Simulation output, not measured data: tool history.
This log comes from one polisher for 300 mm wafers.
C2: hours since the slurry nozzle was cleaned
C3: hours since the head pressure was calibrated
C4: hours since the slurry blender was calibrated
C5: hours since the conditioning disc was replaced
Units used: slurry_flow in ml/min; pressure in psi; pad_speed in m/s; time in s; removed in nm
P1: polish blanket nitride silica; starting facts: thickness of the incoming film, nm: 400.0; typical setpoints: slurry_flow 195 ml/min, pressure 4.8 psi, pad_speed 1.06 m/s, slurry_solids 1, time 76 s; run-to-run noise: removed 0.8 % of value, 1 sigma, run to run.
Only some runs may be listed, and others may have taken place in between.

{"run": 1, "hour": 6.0, "slurry_flow": 195, "pressure": 4.8, "pad_speed": 1.06, "slurry_solids": 1, "time": 76, "wafers polished on this pad": 704, "C2": 114.5, "C3": 336.7, "C4": 77.6, "C5": 210.1, "removed": 74.854}
{"run": 2, "hour": 11.6, "slurry_flow": 195, "pressure": 6.8, "pad_speed": 1.06, "slurry_solids": 1, "time": 39, "wafers polished on this pad": 751, "C2": 120.1, "C3": 342.3, "C4": 83.2, "C5": 215.7, "removed": 54.461}
{"run": 3, "hour": 17.7, "slurry_flow": 195, "pressure": 4.8, "pad_speed": 1.06, "slurry_solids": 1.35, "time": 76, "wafers polished on this pad": 801, "C2": 126.2, "C3": 348.4, "C4": 89.3, "C5": 221.8, "removed": 85.475}
{"run": 4, "hour": 24.3, "slurry_flow": 195, "pressure": 4.8, "pad_speed": 1.06, "slurry_solids": 0.55, "time": 76, "wafers polished on this pad": 856, "C2": 132.8, "C3": 355, "C4": 95.9, "C5": 228.4, "removed": 54.276}
{"run": 5, "hour": 30.2, "slurry_flow": 195, "pressure": 4.8, "pad_speed": 0.48, "slurry_solids": 1, "time": 76, "wafers polished on this pad": 905, "C2": 138.7, "C3": 360.9, "C4": 101.8, "C5": 234.3, "removed": 40.041}
{"hour": 32.7, "done": "conditioning disc replaced and pad reconditioned"}
{"run": 6, "hour": 35.4, "slurry_flow": 195, "pressure": 4.8, "pad_speed": 1.06, "slurry_solids": 1, "time": 76, "wafers polished on this pad": 948, "C2": 143.9, "C3": 366.1, "C4": 107, "C5": 2.7, "removed": 74.969}
{"run": 7, "hour": 41.1, "slurry_flow": 195, "pressure": 4.8, "pad_speed": 1.06, "slurry_solids": 1, "time": 119, "wafers polished on this pad": 996, "C2": 149.6, "C3": 371.8, "C4": 112.7, "C5": 8.4, "removed": 118.54}
{"run": 8, "hour": 46.2, "slurry_flow": 195, "pressure": 4.8, "pad_speed": 1.06, "slurry_solids": 1, "time": 76, "wafers polished on this pad": 1038, "C2": 154.7, "C3": 376.9, "C4": 117.8, "C5": 13.5, "removed": 74.15}
{"run": 9, "hour": 53.3, "slurry_flow": 195, "pressure": 4.8, "pad_speed": 1.06, "slurry_solids": 1, "time": 76, "wafers polished on this pad": 1097, "C2": 161.8, "C3": 384, "C4": 124.9, "C5": 20.6, "removed": 75.458}
{"run": 10, "hour": 61.7, "slurry_flow": 195, "pressure": 2.2, "pad_speed": 1.06, "slurry_solids": 1, "time": 76, "wafers polished on this pad": 1167, "C2": 170.2, "C3": 392.4, "C4": 133.3, "C5": 29, "removed": 34.663}
{"run": 11, "hour": 69.5, "slurry_flow": 195, "pressure": 4.8, "pad_speed": 1.64, "slurry_solids": 1, "time": 76, "wafers polished on this pad": 1232, "C2": 178, "C3": 400.2, "C4": 141.1, "C5": 36.8, "removed": 106.79}
{"run": 12, "hour": 74.2, "slurry_flow": 195, "pressure": 4.8, "pad_speed": 1.06, "slurry_solids": 1, "time": 76, "wafers polished on this pad": 1271, "C2": 182.7, "C3": 404.9, "C4": 145.8, "C5": 41.5, "removed": 75.109}
{"run": 13, "hour": 82.7, "slurry_flow": 195, "pressure": 4.8, "pad_speed": 1.06, "slurry_solids": 1, "time": 49, "wafers polished on this pad": 1342, "C2": 191.2, "C3": 413.4, "C4": 154.3, "C5": 50, "removed": 48.932}
{"run": 14, "hour": 90.0, "slurry_flow": 195, "pressure": 4.8, "pad_speed": 1.06, "slurry_solids": 1, "time": 76, "wafers polished on this pad": 1403, "C2": 198.5, "C3": 420.7, "C4": 161.6, "C5": 57.3, "removed": 74.187}
{"run": 15, "hour": 94.5, "slurry_flow": 115, "pressure": 4.8, "pad_speed": 1.06, "slurry_solids": 1, "time": 76, "wafers polished on this pad": 1440, "C2": 203, "C3": 425.2, "C4": 166.1, "C5": 61.8, "removed": 68.266}
{"run": 16, "hour": 99.6, "slurry_flow": 195, "pressure": 7.5, "pad_speed": 1.06, "slurry_solids": 1, "time": 76, "wafers polished on this pad": 1482, "C2": 208.1, "C3": 430.3, "C4": 171.2, "C5": 66.9, "removed": 117.64}
{"run": 17, "hour": 107.4, "slurry_flow": 300, "pressure": 4.8, "pad_speed": 1.06, "slurry_solids": 1, "time": 76, "wafers polished on this pad": 1547, "C2": 215.9, "C3": 438.1, "C4": 179, "C5": 74.7, "removed": 78.695}
{"run": 18, "hour": 115.0, "slurry_flow": 195, "pressure": 4.8, "pad_speed": 1.06, "slurry_solids": 1, "time": 76, "wafers polished on this pad": 1611, "C2": 223.5, "C3": 445.7, "C4": 186.6, "C5": 82.3, "removed": 75.478}
{"run": 19, "hour": 120.6, "slurry_flow": 195, "pressure": 4.8, "pad_speed": 1.06, "slurry_solids": 1, "time": 76, "wafers polished on this pad": 1657, "C2": 229.1, "C3": 451.3, "C4": 192.2, "C5": 87.9, "removed": 75.234}
{"run": 20, "hour": 125.3, "slurry_flow": 195, "pressure": 4.8, "pad_speed": 1.06, "slurry_solids": 1, "time": 76, "wafers polished on this pad": 1696, "C2": 233.8, "C3": 456, "C4": 196.9, "C5": 92.6, "removed": 73.754}
{"run": 21, "hour": 129.5, "slurry_flow": 195, "pressure": 4.8, "pad_speed": 1.06, "slurry_solids": 1, "time": 76, "wafers polished on this pad": 1731, "C2": 238, "C3": 460.2, "C4": 201.1, "C5": 96.8, "removed": 71.623}
{"run": 22, "hour": 133.9, "slurry_flow": 195, "pressure": 4.8, "pad_speed": 1.06, "slurry_solids": 1, "time": 76, "wafers polished on this pad": 1768, "C2": 242.4, "C3": 464.6, "C4": 205.5, "C5": 101.2, "removed": 71.214}
{"hour": 135.4, "done": "worn pad replaced by a new one"}
{"run": 23, "hour": 140.0, "slurry_flow": 195, "pressure": 4.8, "pad_speed": 1.06, "slurry_solids": 1, "time": 76, "wafers polished on this pad": 38, "C2": 248.5, "C3": 470.7, "C4": 211.6, "C5": 107.3, "removed": 70.01}
{"hour": 141.9, "done": "head pressure recalibrated"}
{"hour": 142.7, "done": "conditioning disc replaced and pad reconditioned"}
{"run": 24, "hour": 147.8, "slurry_flow": 195, "pressure": 4.8, "pad_speed": 1.06, "slurry_solids": 1, "time": 76, "wafers polished on this pad": 103, "C2": 256.3, "C3": 5.9, "C4": 219.4, "C5": 5.1, "removed": 70.143}
{"run": 25, "hour": 155.1, "slurry_flow": 195, "pressure": 4.8, "pad_speed": 1.06, "slurry_solids": 1, "time": 76, "wafers polished on this pad": 164, "C2": 263.6, "C3": 13.2, "C4": 226.7, "C5": 12.4, "removed": 69.362}

The output of P1 has drifted from where it used to be. Each of the 2 causes below, taken at the size shown beside it, accounts for the log equally well:
A: slurry flow missing at the pad, % = 38.9
B: abrasive missing from the slurry, % = 16.2
Creep in the process output first set in at about hour 120.6.
Excluded causes, each with its reason:
removal rate lost through wear of the pad, %: work on it at hour 135.4, done after the drift set in, did not restore what the process gave before
head's pressure below its setpoint, %: work on it at hour 141.9, done after the drift set in, did not restore what the process gave before
time polished since the conditioner stopped cutting, s: work on it at hour 142.7, done after the drift set in, did not restore what the process gave before

Each of the check runs listed below is run on 2 wafers and reports their average, with the results left as question marks. Pick the one under which the possible causes would lead to clearly different results.
{"run": "check 1", "hour": 162.4, "slurry_flow": 195, "pressure": 6.1, "pad_speed": 1.42, "slurry_solids": 1, "time": 76, "removed": "?"}
{"run": "check 2", "hour": 162.4, "slurry_flow": 195, "pressure": 2.3, "pad_speed": 1.06, "slurry_solids": 1, "time": 108, "removed": "?"}
{"run": "check 3", "hour": 162.4, "slurry_flow": 195, "pressure": 4.8, "pad_speed": 1.06, "slurry_solids": 0.8, "time": 76, "removed": "?"}
{"run": "check 4", "hour": 162.4, "slurry_flow": 115, "pressure": 2.3, "pad_speed": 1.06, "slurry_solids": 1, "time": 76, "removed": "?"}

Expected result of each check under each candidate cause:
check=check_1 result=removed if_A=111.03 if_B=111.05
check=check_2 result=removed if_A=47.083 if_B=47.093
check=check_3 result=removed if_A=62.091 if_B=61.495
check=check_4 result=removed if_A=28.717 if_B=30.224
Separation of the two closest causes in each check, using whichever result separates them best: check 1 0.02 %; check 2 0.02 %; check 3 0.96 %; check 4 5.12 %
Check 4 tells the causes apart: in the others they would give nearly the same result.

Check 4 was carried out, with these results: removed 30.46 nm. Which of the listed causes is responsible?

The cause is B: abrasive missing from the slurry, %.
